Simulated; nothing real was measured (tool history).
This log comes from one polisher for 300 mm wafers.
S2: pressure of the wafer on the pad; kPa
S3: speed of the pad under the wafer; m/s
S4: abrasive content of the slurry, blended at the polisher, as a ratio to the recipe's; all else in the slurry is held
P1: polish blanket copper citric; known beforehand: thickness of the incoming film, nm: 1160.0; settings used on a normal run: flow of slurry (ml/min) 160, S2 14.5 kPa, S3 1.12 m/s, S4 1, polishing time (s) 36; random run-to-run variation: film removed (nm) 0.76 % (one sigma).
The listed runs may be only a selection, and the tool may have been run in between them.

{"run": 1, "hour": 16.5, "flow of slurry (ml/min)": 160, "S2": 14.5, "S3": 1.12, "S4": 1, "polishing time (s)": 36, "film removed (nm)": 56.584}
{"run": 2, "hour": 34.3, "flow of slurry (ml/min)": 160, "S2": 14.5, "S3": 1.12, "S4": 1, "polishing time (s)": 23, "film removed (nm)": 36.206}
{"run": 3, "hour": 46.0, "flow of slurry (ml/min)": 205, "S2": 7.6, "S3": 1.12, "S4": 1, "polishing time (s)": 36, "film removed (nm)": 31.677}
{"run": 4, "hour": 62.9, "flow of slurry (ml/min)": 160, "S2": 14.5, "S3": 0.5, "S4": 1, "polishing time (s)": 36, "film removed (nm)": 26.559}
{"run": 5, "hour": 72.2, "flow of slurry (ml/min)": 160, "S2": 22.1, "S3": 1.12, "S4": 1, "polishing time (s)": 36, "film removed (nm)": 84.973}
{"run": 6, "hour": 82.9, "flow of slurry (ml/min)": 160, "S2": 14.5, "S3": 1.12, "S4": 1, "polishing time (s)": 36, "film removed (nm)": 56.488}
{"run": 7, "hour": 97.4, "flow of slurry (ml/min)": 160, "S2": 14.5, "S3": 1.12, "S4": 1, "polishing time (s)": 36, "film removed (nm)": 56.784}
{"run": 8, "hour": 114.5, "flow of slurry (ml/min)": 160, "S2": 14.5, "S3": 1.12, "S4": 1.4, "polishing time (s)": 36, "film removed (nm)": 61.08}
{"run": 9, "hour": 126.6, "flow of slurry (ml/min)": 95, "S2": 14.5, "S3": 1.12, "S4": 1, "polishing time (s)": 36, "film removed (nm)": 50.265}
{"run": 10, "hour": 138.7, "flow of slurry (ml/min)": 160, "S2": 14.5, "S3": 1.72, "S4": 1, "polishing time (s)": 36, "film removed (nm)": 86.242}
{"run": 11, "hour": 150.8, "flow of slurry (ml/min)": 230, "S2": 14.5, "S3": 1.12, "S4": 1, "polishing time (s)": 36, "film removed (nm)": 60.171}
{"hour": 165.5, "done": "slurry blender recalibrated"}
{"hour": 168.7, "done": "worn pad replaced by a new one"}
{"run": 12, "hour": 168.7, "flow of slurry (ml/min)": 160, "S2": 14.5, "S3": 1.12, "S4": 1, "polishing time (s)": 36, "film removed (nm)": 55.798}
{"run": 13, "hour": 185.6, "flow of slurry (ml/min)": 160, "S2": 14.5, "S3": 1.12, "S4": 0.5, "polishing time (s)": 36, "film removed (nm)": 49.296}
{"hour": 191.3, "done": "head pressure recalibrated"}
{"run": 14, "hour": 199.3, "flow of slurry (ml/min)": 160, "S2": 14.5, "S3": 1.12, "S4": 1, "polishing time (s)": 36, "film removed (nm)": 56.865}
{"run": 15, "hour": 213.2, "flow of slurry (ml/min)": 160, "S2": 8.3, "S3": 1.12, "S4": 1, "polishing time (s)": 36, "film removed (nm)": 33.16}
{"run": 16, "hour": 227.1, "flow of slurry (ml/min)": 160, "S2": 14.5, "S3": 1.12, "S4": 1, "polishing time (s)": 51, "film removed (nm)": 79.45}
{"run": 17, "hour": 243.0, "flow of slurry (ml/min)": 160, "S2": 14.5, "S3": 1.12, "S4": 1, "polishing time (s)": 36, "film removed (nm)": 56.263}
{"run": 18, "hour": 255.0, "flow of slurry (ml/min)": 160, "S2": 14.5, "S3": 1.12, "S4": 1, "polishing time (s)": 36, "film removed (nm)": 54.362}
{"run": 19, "hour": 263.6, "flow of slurry (ml/min)": 160, "S2": 14.5, "S3": 1.12, "S4": 1, "polishing time (s)": 36, "film removed (nm)": 52.572}
{"run": 20, "hour": 271.7, "flow of slurry (ml/min)": 160, "S2": 14.5, "S3": 1.12, "S4": 1, "polishing time (s)": 36, "film removed (nm)": 52.476}
{"hour": 276.7, "done": "worn pad replaced by a new one"}
{"run": 21, "hour": 285.8, "flow of slurry (ml/min)": 160, "S2": 14.5, "S3": 1.12, "S4": 1, "polishing time (s)": 36, "film removed (nm)": 51.301}
{"hour": 290.9, "done": "slurry blender recalibrated"}
{"run": 22, "hour": 301.2, "flow of slurry (ml/min)": 160, "S2": 14.5, "S3": 1.12, "S4": 1, "polishing time (s)": 36, "film removed (nm)": 50.632}
{"run": 23, "hour": 314.5, "flow of slurry (ml/min)": 160, "S2": 14.5, "S3": 1.12, "S4": 1, "polishing time (s)": 36, "film removed (nm)": 51.213}

Compared with where it was, what P1 gives has crept away. Each cause listed below fits the log as well as the rest, at the size given for it:
A: slurry flow missing at the pad, % = 39.9
B: head's pressure below its setpoint, % = 10.3
Creep in the process output first set in at about hour 243.
Each remaining cause and why it is not a fit:
removal rate lost through wear of the pad, %: serviced at hour 276.7, after the drift had started, without restoring the earlier output
abrasive missing from the slurry, %: serviced at hour 290.9, after the drift had started, without restoring the earlier output

Of the 4 check runs below, each run on 2 wafers with the results averaged and each result still a question mark, which one would tell the listed causes apart?
{"run": "check 1", "hour": 327.8, "flow of slurry (ml/min)": 160, "S2": 14.5, "S3": 0.62, "S4": 1, "polishing time (s)": 47, "film removed (nm)": "?"}
{"run": "check 2", "hour": 327.8, "flow of slurry (ml/min)": 160, "S2": 11, "S3": 1.12, "S4": 1.2, "polishing time (s)": 36, "film removed (nm)": "?"}
{"run": "check 3", "hour": 327.8, "flow of slurry (ml/min)": 100, "S2": 17.2, "S3": 1.12, "S4": 1, "polishing time (s)": 36, "film removed (nm)": "?"}
{"run": "check 4", "hour": 327.8, "flow of slurry (ml/min)": 160, "S2": 14.5, "S3": 1.5, "S4": 1, "polishing time (s)": 36, "film removed (nm)": "?"}

Check results expected under each cause:
check=check_1 result=film_removed_(nm) if_A=37.735 if_B=37.846
check=check_2 result=film_removed_(nm) if_A=40.775 if_B=40.83
check=check_3 result=film_removed_(nm) if_A=52.009 if_B=54.855
check=check_4 result=film_removed_(nm) if_A=67.723 if_B=67.684
Per-check spread between the two closest causes, in the result where they differ most: check 1 0.29 %; check 2 0.13 %; check 3 5.33 %; check 4 0.06 %
Check 3 is the one run that separates the causes; every other check would come out nearly the same whichever cause is at work.

Check 3 has now been run. It gave: film removed (nm) 54.288. Which of the candidate causes is it?

The cause is B: head's pressure below its setpoint, %.
